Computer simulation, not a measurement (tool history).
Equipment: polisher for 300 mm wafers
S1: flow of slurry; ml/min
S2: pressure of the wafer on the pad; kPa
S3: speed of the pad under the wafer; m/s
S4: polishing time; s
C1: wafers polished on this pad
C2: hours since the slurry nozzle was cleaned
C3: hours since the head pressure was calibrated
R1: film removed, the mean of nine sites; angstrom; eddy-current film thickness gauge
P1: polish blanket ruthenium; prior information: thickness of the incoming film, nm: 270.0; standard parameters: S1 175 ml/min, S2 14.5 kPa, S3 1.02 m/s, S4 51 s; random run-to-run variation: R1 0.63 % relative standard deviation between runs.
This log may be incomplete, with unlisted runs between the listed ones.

run    day   S1    S2    S3  S4    C1     C2     C3      R1
  1  0.258  175  14.5  1.02  51   383   73.8  412.8  593.91
  2  0.742  175   7.6  1.02  51   473   85.4  424.4  311.88
  3  1.025  175  14.5  1.02  23   527   92.2  431.2  270.11
     1.054  -- slurry nozzle cleaned
  4   1.25  270  14.5  1.02  51   569    4.8  436.6  634.47
  5  1.654  175  14.5  1.02  51   645   14.5  446.3  603.14
  6  2.067  175  14.5  1.56  51   722   24.4  456.2  920.76
  7  2.446  175  14.5  1.02  51   794   33.5  465.3  598.37
  8  2.767  175  14.5  1.02  76   854   41.2    473  885.57
  9  3.238  105  14.5  1.02  51   942   52.5  484.3  544.23
 10   3.55  175  19.3  1.02  51  1001     60  491.8  790.93
 11  4.029  175  14.5  1.02  51  1091   71.5  503.3  601.35
 12  4.304  175  14.5  0.62  51  1143   78.1  509.9  362.39
 13  4.683  175  14.5  1.02  51  1214   87.2    519  595.05
 14  5.071  235  14.5  1.02  79  1287   96.5  528.3  958.78
 15  5.467  175  14.5  1.02  51  1361    106  537.8  593.05
 16  5.817  175  14.5  1.02  51  1427  114.4  546.2   584.9
 17  6.267  175  14.5  1.02  51  1512  125.2    557  570.06
 18  6.562  175  14.5  1.02  51  1567  132.3  564.1  566.03
 19  6.883  175  14.5  1.02  51  1628    140  571.8  558.52
 20    7.4  175  14.5  1.02  51  1725  152.4  584.2  551.18

For run 21, what comes out?
 21  7.925  175  14.5  1.02  51  1823  165  596.8   ?

{"run 21": {"R1": 554.16}}
